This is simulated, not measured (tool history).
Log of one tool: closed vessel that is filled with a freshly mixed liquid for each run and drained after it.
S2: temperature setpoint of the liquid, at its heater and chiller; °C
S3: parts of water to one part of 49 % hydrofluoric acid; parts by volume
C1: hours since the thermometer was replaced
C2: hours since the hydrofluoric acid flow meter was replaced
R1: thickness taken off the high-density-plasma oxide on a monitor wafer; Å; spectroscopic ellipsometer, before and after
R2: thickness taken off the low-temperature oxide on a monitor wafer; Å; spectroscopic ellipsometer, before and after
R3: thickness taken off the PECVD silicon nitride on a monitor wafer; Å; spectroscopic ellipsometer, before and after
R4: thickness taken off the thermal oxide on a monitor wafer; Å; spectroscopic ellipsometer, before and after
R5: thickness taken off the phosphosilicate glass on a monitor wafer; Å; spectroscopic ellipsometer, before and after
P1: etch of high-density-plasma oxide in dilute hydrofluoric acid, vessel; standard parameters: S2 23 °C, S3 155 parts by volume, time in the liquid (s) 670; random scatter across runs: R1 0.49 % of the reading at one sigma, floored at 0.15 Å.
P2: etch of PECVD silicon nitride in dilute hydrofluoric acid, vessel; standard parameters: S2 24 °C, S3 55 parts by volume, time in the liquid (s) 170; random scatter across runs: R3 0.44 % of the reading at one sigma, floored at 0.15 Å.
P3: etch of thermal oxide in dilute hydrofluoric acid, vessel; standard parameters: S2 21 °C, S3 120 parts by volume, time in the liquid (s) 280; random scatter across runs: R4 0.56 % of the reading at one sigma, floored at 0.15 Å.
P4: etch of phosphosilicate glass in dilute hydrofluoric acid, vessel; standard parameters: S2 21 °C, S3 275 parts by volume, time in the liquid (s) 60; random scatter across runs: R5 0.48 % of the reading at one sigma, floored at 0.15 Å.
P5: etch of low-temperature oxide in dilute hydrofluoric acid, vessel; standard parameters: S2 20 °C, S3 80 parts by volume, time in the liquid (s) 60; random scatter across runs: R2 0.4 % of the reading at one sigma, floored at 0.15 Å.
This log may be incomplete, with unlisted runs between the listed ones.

Run 1, hour 6: process that ran P1, S2 23 °C, S3 155 parts by volume, time in the liquid (s) 670; C1 608.7; C2 383.6. Result: R1 442.45 Å.
Run 2, hour 12.8: process that ran P1, S2 23 °C, S3 230 parts by volume, time in the liquid (s) 670; C1 615.5; C2 390.4. Result: R1 275.74 Å.
Run 3, hour 19.8: process that ran P5, S2 20 °C, S3 80 parts by volume, time in the liquid (s) 60; C1 622.5; C2 397.4. Result: R2 225.13 Å.
Run 4, hour 26.6: process that ran P2, S2 24 °C, S3 30 parts by volume, time in the liquid (s) 170; C1 629.3; C2 404.2. Result: R3 132.29 Å.
Run 5, hour 33.8: process that ran P1, S2 23 °C, S3 35 parts by volume, time in the liquid (s) 670; C1 636.5; C2 411.4. Result: R1 2283 Å.
Run 6, hour 41.4: process that ran P3, S2 21 °C, S3 120 parts by volume, time in the liquid (s) 495; C1 644.1; C2 419. Result: R4 164.7 Å.
Run 7, hour 47.5: process that ran P1, S2 23 °C, S3 155 parts by volume, time in the liquid (s) 670; C1 650.2; C2 425.1. Result: R1 441.75 Å.
Run 8, hour 53.1: process that ran P4, S2 21 °C, S3 275 parts by volume, time in the liquid (s) 60; C1 655.8; C2 430.7. Result: R5 295.54 Å.
Run 9, hour 62: process that ran P5, S2 20 °C, S3 80 parts by volume, time in the liquid (s) 115; C1 664.7; C2 439.6. Result: R2 436.27 Å.
Run 10, hour 68.5: process that ran P2, S2 29.5 °C, S3 55 parts by volume, time in the liquid (s) 170; C1 671.2; C2 446.1. Result: R3 105.19 Å.
Run 11, hour 73.9: process that ran P1, S2 23 °C, S3 155 parts by volume, time in the liquid (s) 200; C1 676.6; C2 451.5. Result: R1 131.27 Å.
Run 12, hour 79.2: process that ran P1, S2 23 °C, S3 155 parts by volume, time in the liquid (s) 670; C1 681.9; C2 456.8. Result: R1 444.79 Å.
Run 13, hour 86.6: process that ran P4, S2 21 °C, S3 275 parts by volume, time in the liquid (s) 60; C1 689.3; C2 464.2. Result: R5 289.18 Å.
Run 14, hour 95.2: process that ran P4, S2 21 °C, S3 275 parts by volume, time in the liquid (s) 30; C1 697.9; C2 472.8. Result: R5 145.84 Å.
Run 15, hour 101.6: process that ran P1, S2 23 °C, S3 155 parts by volume, time in the liquid (s) 670; C1 704.3; C2 479.2. Result: R1 444.43 Å.
Run 16, hour 106.6: process that ran P3, S2 21 °C, S3 120 parts by volume, time in the liquid (s) 280; C1 709.3; C2 484.2. Result: R4 93.54 Å.
Run 17, hour 110.9: process that ran P1, S2 30 °C, S3 155 parts by volume, time in the liquid (s) 670; C1 713.6; C2 488.5. Result: R1 569.01 Å.
Run 18, hour 117: process that ran P5, S2 20 °C, S3 80 parts by volume, time in the liquid (s) 60; C1 719.7; C2 494.6. Result: R2 226.61 Å.
Run 19, hour 124.2: process that ran P4, S2 17.5 °C, S3 275 parts by volume, time in the liquid (s) 60; C1 726.9; C2 501.8. Result: R5 255.74 Å.
Run 20, hour 129.5: process that ran P2, S2 24 °C, S3 55 parts by volume, time in the liquid (s) 170; C1 732.2; C2 507.1. Result: R3 73.554 Å.
Run 21, hour 133.7: process that ran P3, S2 21 °C, S3 60 parts by volume, time in the liquid (s) 280; C1 736.4; C2 511.3. Result: R4 199.87 Å.
Run 22, hour 138.7: process that ran P1, S2 23 °C, S3 155 parts by volume, time in the liquid (s) 1105; C1 741.4; C2 516.3. Result: R1 734.23 Å.
Run 23, hour 145.1: process that ran P4, S2 21 °C, S3 140 parts by volume, time in the liquid (s) 60; C1 747.8; C2 522.7. Result: R5 660.11 Å.
Run 24, hour 151.6: process that ran P1, S2 23 °C, S3 155 parts by volume, time in the liquid (s) 670; C1 754.3; C2 529.2. Result: R1 442.05 Å.
Run 25, hour 159.1: process that ran P5, S2 24.5 °C, S3 80 parts by volume, time in the liquid (s) 60; C1 761.8; C2 536.7. Result: R2 274.32 Å.
Run 26, hour 165.3: process that ran P1, S2 18.5 °C, S3 155 parts by volume, time in the liquid (s) 670; C1 768; C2 542.9. Result: R1 371.24 Å.
Run 27, hour 173.5: process that ran P1, S2 23 °C, S3 155 parts by volume, time in the liquid (s) 670; C1 776.2; C2 551.1. Result: R1 440.46 Å.
Run 28, hour 179.5: process that ran P5, S2 20 °C, S3 140 parts by volume, time in the liquid (s) 60; C1 782.2; C2 557.1. Result: R2 121.49 Å.
Run 29, hour 184.1: process that ran P1, S2 23 °C, S3 230 parts by volume, time in the liquid (s) 215; C1 786.8; C2 561.7. Result: R1 88.35 Å.
Run 30, hour 191.7: process that ran P3, S2 21 °C, S3 120 parts by volume, time in the liquid (s) 280; C1 794.4; C2 569.3. Result: R4 93.397 Å.
Run 31, hour 198.8: process that ran P3, S2 28.5 °C, S3 120 parts by volume, time in the liquid (s) 280; C1 801.5; C2 576.4. Result: R4 124.04 Å.
Run 32, hour 206.3: process that ran P2, S2 24 °C, S3 55 parts by volume, time in the liquid (s) 60; C1 809; C2 583.9. Result: R3 25.991 Å.
Run 33, hour 215.1: process that ran P1, S2 23 °C, S3 155 parts by volume, time in the liquid (s) 670; C1 817.8; C2 592.7. Result: R1 444.96 Å.
Run 34, hour 222: process that ran P1, S2 23 °C, S3 155 parts by volume, time in the liquid (s) 670; C1 824.7; C2 599.6. Result: R1 456.53 Å.
Run 35, hour 229.9: process that ran P1, S2 23 °C, S3 155 parts by volume, time in the liquid (s) 670; C1 832.6; C2 607.5. Result: R1 465.25 Å.
Run 36, hour 238.5: process that ran P1, S2 23 °C, S3 155 parts by volume, time in the liquid (s) 670; C1 841.2; C2 616.1. Result: R1 475.49 Å.
Run 37, hour 246.4: process that ran P1, S2 23 °C, S3 155 parts by volume, time in the liquid (s) 670; C1 849.1; C2 624. Result: R1 480.03 Å.
Run 38, hour 252.5: process that ran P1, S2 23 °C, S3 155 parts by volume, time in the liquid (s) 670; C1 855.2; C2 630.1. Result: R1 481.64 Å.
Run 39, hour 257.5: process that ran P1, S2 23 °C, S3 155 parts by volume, time in the liquid (s) 670; C1 860.2; C2 635.1. Result: R1 479.64 Å.
Run 40, hour 265.6: process that ran P1, S2 23 °C, S3 155 parts by volume, time in the liquid (s) 670; C1 868.3; C2 643.2. Result: R1 482.02 Å.
Run 41, hour 272.3: process that ran P1, S2 23 °C, S3 155 parts by volume, time in the liquid (s) 670; C1 875; C2 649.9. Result: R1 479.62 Å.
Run 42, hour 276.8: process that ran P1, S2 23 °C, S3 155 parts by volume, time in the liquid (s) 670; C1 879.5; C2 654.4. Result: R1 480.15 Å.

P1 has crept away from where it was. The log is fitted equally well by each of these 2 causes, at the sizes shown:
A: liquid hotter than its thermometer reads (K) = 2.23
B: hydrofluoric acid flow above the setpoint (%) = 7.51
The onset of the drift is placed at about hour 215.1.

Each of the 4 check runs below uses one wafer; its results are left as question marks. Which run tells the causes apart?
Run check 1, hour 281.3: process that ran P4, S2 21 °C, S3 190 parts by volume, time in the liquid (s) 60. Result: R5 ?.
Run check 2, hour 281.3: process that ran P5, S2 23.5 °C, S3 80 parts by volume, time in the liquid (s) 115. Result: R2 ?.
Run check 3, hour 281.3: process that ran P2, S2 29.5 °C, S3 55 parts by volume, time in the liquid (s) 70. Result: R3 ?.
Run check 4, hour 281.3: process that ran P3, S2 24 °C, S3 120 parts by volume, time in the liquid (s) 280. Result: R4 ?.

If the cause were each of the candidates in turn, the checks would give the following:
  check  result    if A    if B
check 1      R5  500.39  501.04
check 2      R2  548.68  543.37
check 3      R3  50.205   46.76
check 4      R4  114.48  114.06
Distance between the nearest two causes, measured in the result of the check that separates them most: check 1 0.13 %; check 2 0.97 %; check 3 7.11 %; check 4 0.37 %
Check 3 is the one run that separates the causes; every other check would come out nearly the same whichever cause is at work.

With check 3 done, the readings were: R3 46.728 Å. Identify which of the listed causes applies.

It is B: hydrofluoric acid flow above the setpoint (%).

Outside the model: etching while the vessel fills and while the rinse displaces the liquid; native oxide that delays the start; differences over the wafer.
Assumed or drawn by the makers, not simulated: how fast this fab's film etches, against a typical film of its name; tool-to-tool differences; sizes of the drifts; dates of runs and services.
